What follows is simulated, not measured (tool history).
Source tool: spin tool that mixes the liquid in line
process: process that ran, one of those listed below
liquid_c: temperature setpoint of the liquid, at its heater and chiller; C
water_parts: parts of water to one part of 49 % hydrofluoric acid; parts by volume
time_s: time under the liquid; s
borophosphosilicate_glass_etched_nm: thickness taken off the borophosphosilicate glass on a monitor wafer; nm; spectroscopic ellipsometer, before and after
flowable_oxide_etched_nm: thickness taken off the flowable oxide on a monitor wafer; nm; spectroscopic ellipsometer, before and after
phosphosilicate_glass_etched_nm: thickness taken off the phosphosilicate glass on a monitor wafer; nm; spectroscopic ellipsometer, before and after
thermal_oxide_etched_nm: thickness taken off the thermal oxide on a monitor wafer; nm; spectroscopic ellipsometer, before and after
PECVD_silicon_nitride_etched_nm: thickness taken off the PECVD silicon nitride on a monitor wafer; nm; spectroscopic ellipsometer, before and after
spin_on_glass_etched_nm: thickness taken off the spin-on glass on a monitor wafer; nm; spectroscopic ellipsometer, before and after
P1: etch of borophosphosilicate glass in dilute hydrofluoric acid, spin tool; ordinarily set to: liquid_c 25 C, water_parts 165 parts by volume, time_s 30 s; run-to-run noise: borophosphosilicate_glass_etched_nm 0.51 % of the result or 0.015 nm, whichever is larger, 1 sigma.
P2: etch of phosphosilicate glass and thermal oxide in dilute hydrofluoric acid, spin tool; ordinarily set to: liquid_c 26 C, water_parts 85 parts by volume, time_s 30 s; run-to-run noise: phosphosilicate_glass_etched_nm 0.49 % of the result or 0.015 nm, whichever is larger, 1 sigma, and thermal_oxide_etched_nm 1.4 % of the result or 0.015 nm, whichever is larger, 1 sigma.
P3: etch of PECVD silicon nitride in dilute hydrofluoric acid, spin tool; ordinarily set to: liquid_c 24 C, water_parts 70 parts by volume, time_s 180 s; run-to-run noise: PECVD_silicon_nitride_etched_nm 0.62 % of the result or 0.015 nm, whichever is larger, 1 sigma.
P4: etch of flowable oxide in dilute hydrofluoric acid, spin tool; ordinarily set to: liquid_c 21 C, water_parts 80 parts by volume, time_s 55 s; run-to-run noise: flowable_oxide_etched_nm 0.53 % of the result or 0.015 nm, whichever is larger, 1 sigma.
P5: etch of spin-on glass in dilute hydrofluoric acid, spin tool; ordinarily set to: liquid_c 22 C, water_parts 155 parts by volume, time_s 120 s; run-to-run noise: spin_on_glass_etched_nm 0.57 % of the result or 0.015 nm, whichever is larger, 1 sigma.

run   hour  process  liquid_c  water_parts  time_s  hours since the thermometer was replaced  hours since the hydrofluoric acid flow meter was replaced  borophosphosilicate_glass_etched_nm  flowable_oxide_etched_nm  phosphosilicate_glass_etched_nm  thermal_oxide_etched_nm  PECVD_silicon_nitride_etched_nm  spin_on_glass_etched_nm
  1     13       P1        25          165      30                                    1182.1                                                     1335.2                               5.4312
  2   20.3       P4        21           80      55                                    1189.4                                                     1342.5                                                         18.138
  3   33.2       P2        32           85      30                                    1202.3                                                     1355.4                                                                                          65.632                   2.3278
  4   41.7       P3        24           70     180                                    1210.8                                                     1363.9                                                                                                                                                    4.2775
  5   51.2       P3      19.5           70     180                                    1220.3                                                     1373.4                                                                                                                                                    3.1074
  6   60.1       P1      30.5          165      30                                    1229.2                                                     1382.3                               6.6652
  7     68       P1        25          165      15                                    1237.1                                                     1390.2                               2.7062
  8   78.4       P4        29           80      55                                    1247.5                                                     1400.6                                                         24.876
  9   92.9       P5        22          155      55                                      1262                                                     1415.1                                                                                                                                                                             12.419
 10  100.9       P1        25           80      15                                      1270                                                     1423.1                               6.1905
 11  111.4       P5        22          155     120                                    1280.5                                                     1433.6                                                                                                                                                                             27.407
 12  127.3       P3        24           20     180                                    1296.4                                                     1449.5                                                                                                                                                     14.55
 13  136.7       P1        25          165      30                                    1305.8                                                     1458.9                                5.406
 14  150.7       P5        22          285     120                                    1319.8                                                     1472.9                                                                                                                                                                             13.072
 15  160.2       P1        25          165      30                                    1329.3                                                     1482.4                               5.4548
 16  167.6       P2        26           85      30                                    1336.7                                                     1489.8                                                                                          51.752                   1.8033
 17  180.5       P1        25          235      15                                    1349.6                                                     1502.7                               1.7678
 18  188.8       P1        25          105      30                                    1357.9                                                       1511                               9.2482
 19  198.5       P5        29          155     120                                    1367.6                                                     1520.7                                                                                                                                                                             35.327
 20  207.2       P1        25          165      30                                    1376.3                                                     1529.4                               5.4529
 21  223.2       P4        21           80      15                                    1392.3                                                     1545.4                                                         4.8468
 22  233.1       P1        25          165      30                                    1402.2                                                     1555.3                               5.4184
 23  246.6       P1        25          240      15                                    1415.7                                                     1568.8                               1.7232
 24    263       P3        24           70     335                                    1432.1                                                     1585.2                                                                                                                                                    7.9544
 25  270.9       P2        26          120      30                                      1440                                                     1593.1                                                                                          34.947                   1.2428
 26    281       P5        22          155     120                                    1450.1                                                     1603.2                                                                                                                                                                             27.463
 27  292.7       P1        25          165      30                                    1461.8                                                     1614.9                               5.4167
 28  301.7       P4        21           20      55                                    1470.8                                                     1623.9                                                         77.489
 29  314.7       P1        25          165      30                                    1483.8                                                     1636.9                               5.4077
 30  330.2       P1        19          165      30                                    1499.3                                                     1652.4                               4.3274
 31  345.4       P1        25          260      30                                    1514.5                                                     1667.6                               3.0926
 32    354       P2        26           85      50                                    1523.1                                                     1676.2                                                                                          85.754                   3.1414
 33  367.4       P3        24           70     180                                    1536.5                                                     1689.6                                                                                                                                                    4.2537
 34  384.2       P4        21           80      55                                    1553.3                                                     1706.4                                                          18.04
 35  391.7       P2        26           85      30                                    1560.8                                                     1713.9                                                                                            51.5                   1.8194
 36  403.3       P1        25          165      55                                    1572.4                                                     1725.5                               9.9152
 37  415.9       P1        25          165      30                                      1585                                                     1738.1                               5.4123
 38  430.9       P1        25          165      30                                      1600                                                     1753.1                               5.6494
 39  445.2       P1        25          165      30                                    1614.3                                                     1767.4                               5.7633
 40  456.8       P1        25          165      30                                    1625.9                                                       1779                               5.7096
 41  467.7       P1        25          165      30                                    1636.8                                                     1789.9                               5.8335
 42  477.2       P1        25          165      30                                    1646.3                                                     1799.4                                5.816
 43  488.4       P1        25          165      30                                    1657.5                                                     1810.6                               5.8699
 44  495.8       P1        25          165      30                                    1664.9                                                       1818                               5.8055

What P1 gives has crept off from where it sat before. The 2 causes that follow fit the log equally well, each at the size noted:
A: liquid hotter than its thermometer reads (K) = 1.88
B: hydrofluoric acid flow above the setpoint (%) = 6.04
The creep began at about hour 415.9.

Question marks stand in for the results of the 4 check runs listed below, each run on one wafer. Under which run would the listed causes show clearly different results?
check 1  503.2       P5        22          280      80                                                                                                                                                                                                                                                                                       ?
check 2  503.2       P3        21           70     310                                                                                                                                                                                                                                                              ?
check 3  503.2       P2        31           85      30                                                                                                                                                                                                    ?                        ?
check 4  503.2       P4      26.5           80      35                                                                                                                                                                   ?

Check results expected under each cause:
  check                           result    if A    if B
check 1          spin_on_glass_etched_nm  9.5025  9.5688
check 2  PECVD_silicon_nitride_etched_nm  6.8336  6.3699
check 3  phosphosilicate_glass_etched_nm  67.089  66.797
check 3          thermal_oxide_etched_nm  2.4051  2.3946
check 4         flowable_oxide_etched_nm  15.436  15.305
Per-check spread between the two closest causes, in the result where they differ most: check 1 0.7 %; check 2 7.03 %; check 3 0.44 %; check 4 0.85 %
Check 2 is the one run that separates the causes; every other check would come out nearly the same whichever cause is at work.

Check 2 was carried out, with these results: PECVD_silicon_nitride_etched_nm 6.3928 nm. Which of the listed causes is responsible?

B is the cause: hydrofluoric acid flow above the setpoint (%).
